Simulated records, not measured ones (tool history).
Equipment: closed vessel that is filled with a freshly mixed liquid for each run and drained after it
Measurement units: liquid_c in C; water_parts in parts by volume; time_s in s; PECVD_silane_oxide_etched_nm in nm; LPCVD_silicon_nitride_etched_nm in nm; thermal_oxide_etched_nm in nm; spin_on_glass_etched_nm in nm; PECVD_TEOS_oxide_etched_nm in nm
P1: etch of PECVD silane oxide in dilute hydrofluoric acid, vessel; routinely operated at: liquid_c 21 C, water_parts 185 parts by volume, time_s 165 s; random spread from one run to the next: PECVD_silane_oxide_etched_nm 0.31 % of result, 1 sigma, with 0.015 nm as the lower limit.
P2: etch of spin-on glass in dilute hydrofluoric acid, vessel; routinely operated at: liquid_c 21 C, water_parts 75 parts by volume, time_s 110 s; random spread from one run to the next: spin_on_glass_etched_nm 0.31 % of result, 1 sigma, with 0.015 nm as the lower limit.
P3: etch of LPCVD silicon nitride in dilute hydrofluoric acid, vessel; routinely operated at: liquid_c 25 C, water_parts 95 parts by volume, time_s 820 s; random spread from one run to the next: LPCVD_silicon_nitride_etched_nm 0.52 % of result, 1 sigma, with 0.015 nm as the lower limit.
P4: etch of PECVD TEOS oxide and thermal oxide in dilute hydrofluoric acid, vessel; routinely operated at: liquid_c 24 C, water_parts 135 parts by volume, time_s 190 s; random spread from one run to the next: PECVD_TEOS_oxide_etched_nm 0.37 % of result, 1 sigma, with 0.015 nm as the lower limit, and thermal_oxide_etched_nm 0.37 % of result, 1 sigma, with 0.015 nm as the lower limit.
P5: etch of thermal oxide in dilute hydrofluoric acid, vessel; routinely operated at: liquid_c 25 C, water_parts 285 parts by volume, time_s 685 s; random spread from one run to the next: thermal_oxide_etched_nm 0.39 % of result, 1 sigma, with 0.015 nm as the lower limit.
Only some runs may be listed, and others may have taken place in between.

run   hour  process  liquid_c  water_parts  time_s  PECVD_silane_oxide_etched_nm  LPCVD_silicon_nitride_etched_nm  thermal_oxide_etched_nm  spin_on_glass_etched_nm  PECVD_TEOS_oxide_etched_nm
  1   10.3       P1        21          185     165                        12.721
  2   22.8       P1        21          185     285                        22.004
  3   41.4       P1        21          185     165                        12.645
  4   50.2       P3        25          150     820                                                         2.9043
  5   64.7       P5        25           85     685                                                                                  39.557
  6   78.8       P1        21           65     165                        41.348
  7   92.6       P2        21           75     110                                                                                                           39.019
  8  102.4       P1        21          185     165                        12.656
  9  117.5       P2        21          125     110                                                                                                           21.999
 10  134.9       P1        21          185     165                        12.705
 11    152       P1        21          185     165                        12.721
 12    165       P1        21          310     260                        10.575
 13  178.5       P1      26.5          185     165                        15.614
 14  192.7       P2        21           75     215                                                                                                           76.564
 15  205.2       P4        24          135      30                                                                                 0.95154                                                1.935
 16  223.1       P5        17          285     685                                                                                  7.1164
 17  236.1       P1        21          255     165                        8.5978
 18  245.2       P3      17.5           95     820                                                         2.7211
 19  257.7       P4        24           40     190                                                                                  23.589                                               46.236
 20    274       P1        21          185     165                        12.716
 21  290.1       P4        19          135     190                                                                                  5.0831                                               10.015
 22  305.9       P3        25           95     820                                                         4.5532
 23  314.4       P2        29           75     110                                                                                                           53.689
 24  323.8       P1        17          185     165                        10.801
 25  333.6       P3        25           95    1345                                                         7.4667
 26  348.7       P5        25          285     685                                                                                  9.5307
 27    359       P1        21          185     165                        12.709
 28  374.5       P1        21          185      65                        5.0202
 29  384.2       P1        21          255     240                        12.486
 30  399.9       P2        21           75     110                                                                                                           39.181
 31  412.4       P5        25          285    1075                                                                                  14.818
 32  429.4       P4        24          135     190                                                                                   6.176                                               12.218
 33  440.6       P1        21          185     165                        12.763

Forecast run 34:
 34  454.6       P1        21          185     165                             ?

PECVD_silane_oxide_etched_nm: 13.048 nm
